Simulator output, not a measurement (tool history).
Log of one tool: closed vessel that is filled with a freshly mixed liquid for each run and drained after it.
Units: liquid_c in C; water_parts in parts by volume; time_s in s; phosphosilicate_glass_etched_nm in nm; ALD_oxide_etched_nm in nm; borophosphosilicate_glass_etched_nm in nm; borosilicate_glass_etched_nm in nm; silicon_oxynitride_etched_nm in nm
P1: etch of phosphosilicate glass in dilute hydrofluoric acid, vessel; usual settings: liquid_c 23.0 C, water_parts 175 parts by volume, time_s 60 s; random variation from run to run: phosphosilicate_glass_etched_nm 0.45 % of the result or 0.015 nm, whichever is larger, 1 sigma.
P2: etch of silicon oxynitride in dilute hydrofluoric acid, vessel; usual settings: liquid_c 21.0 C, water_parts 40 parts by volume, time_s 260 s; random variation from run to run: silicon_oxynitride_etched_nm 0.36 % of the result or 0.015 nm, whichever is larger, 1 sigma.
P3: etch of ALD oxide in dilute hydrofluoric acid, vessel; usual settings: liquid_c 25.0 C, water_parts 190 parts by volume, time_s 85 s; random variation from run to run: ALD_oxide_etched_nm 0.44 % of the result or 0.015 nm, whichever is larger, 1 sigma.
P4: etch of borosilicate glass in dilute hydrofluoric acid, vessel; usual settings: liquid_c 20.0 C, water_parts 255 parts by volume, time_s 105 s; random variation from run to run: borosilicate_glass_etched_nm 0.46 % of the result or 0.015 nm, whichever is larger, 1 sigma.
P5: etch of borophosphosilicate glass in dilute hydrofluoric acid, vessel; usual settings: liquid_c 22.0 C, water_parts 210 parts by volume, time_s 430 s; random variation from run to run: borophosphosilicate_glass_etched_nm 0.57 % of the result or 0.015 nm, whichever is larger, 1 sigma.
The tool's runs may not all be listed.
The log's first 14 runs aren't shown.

run,hour,process,liquid_c,water_parts,time_s,hours since the thermometer was replaced,hours since the hydrofluoric acid flow meter was replaced,phosphosilicate_glass_etched_nm,ALD_oxide_etched_nm,borophosphosilicate_glass_etched_nm,borosilicate_glass_etched_nm,silicon_oxynitride_etched_nm
15,107.4,P1,23.0,175,30,41.4,653.4,12.295,,,,
16,115.2,P2,21.0,40,60,49.2,661.2,,,,,6.5247
17,123.2,P4,20.0,255,105,57.2,669.2,,,,12.324,
18,130.5,P1,23.0,175,105,64.5,676.5,42.815,,,,
19,138.5,P1,23.0,175,60,72.5,684.5,24.373,,,,
20,148.5,P2,21.0,40,260,82.5,694.5,,,,,28.2930
21,153.7,P1,23.0,175,60,87.7,699.7,24.528,,,,
22,162.3,P1,23.0,175,60,96.3,708.3,24.235,,,,
23,170.2,P2,17.0,40,260,104.2,716.2,,,,,22.9450
24,175.2,P1,17.5,65,60,109.2,721.2,59.807,,,,
25,184.3,P1,23.0,25,60,118.3,730.3,204.360,,,,
26,190.8,P4,20.0,425,105,124.8,736.8,,,,6.348,
27,195.8,P1,28.0,175,60,129.8,741.8,29.306,,,,
28,200.7,P1,23.0,175,60,134.7,746.7,24.653,,,,
29,206.4,P5,17.0,210,430,140.4,752.4,,,35.634,,
30,213.2,P4,20.0,255,105,147.2,759.2,,,,12.258,
31,222.3,P1,23.0,175,60,156.3,768.3,24.503,,,,
32,229.5,P1,23.0,175,60,163.5,775.5,25.100,,,,
33,234.3,P1,23.0,175,60,168.3,780.3,25.732,,,,
34,239.2,P1,23.0,175,60,173.2,785.2,25.975,,,,
35,245.2,P1,23.0,175,60,179.2,791.2,26.320,,,,

Forecast run 36:
36,251.0,P1,23.0,175,60,185.0,797.0,?,,,,

phosphosilicate_glass_etched_nm: 26.064 nm
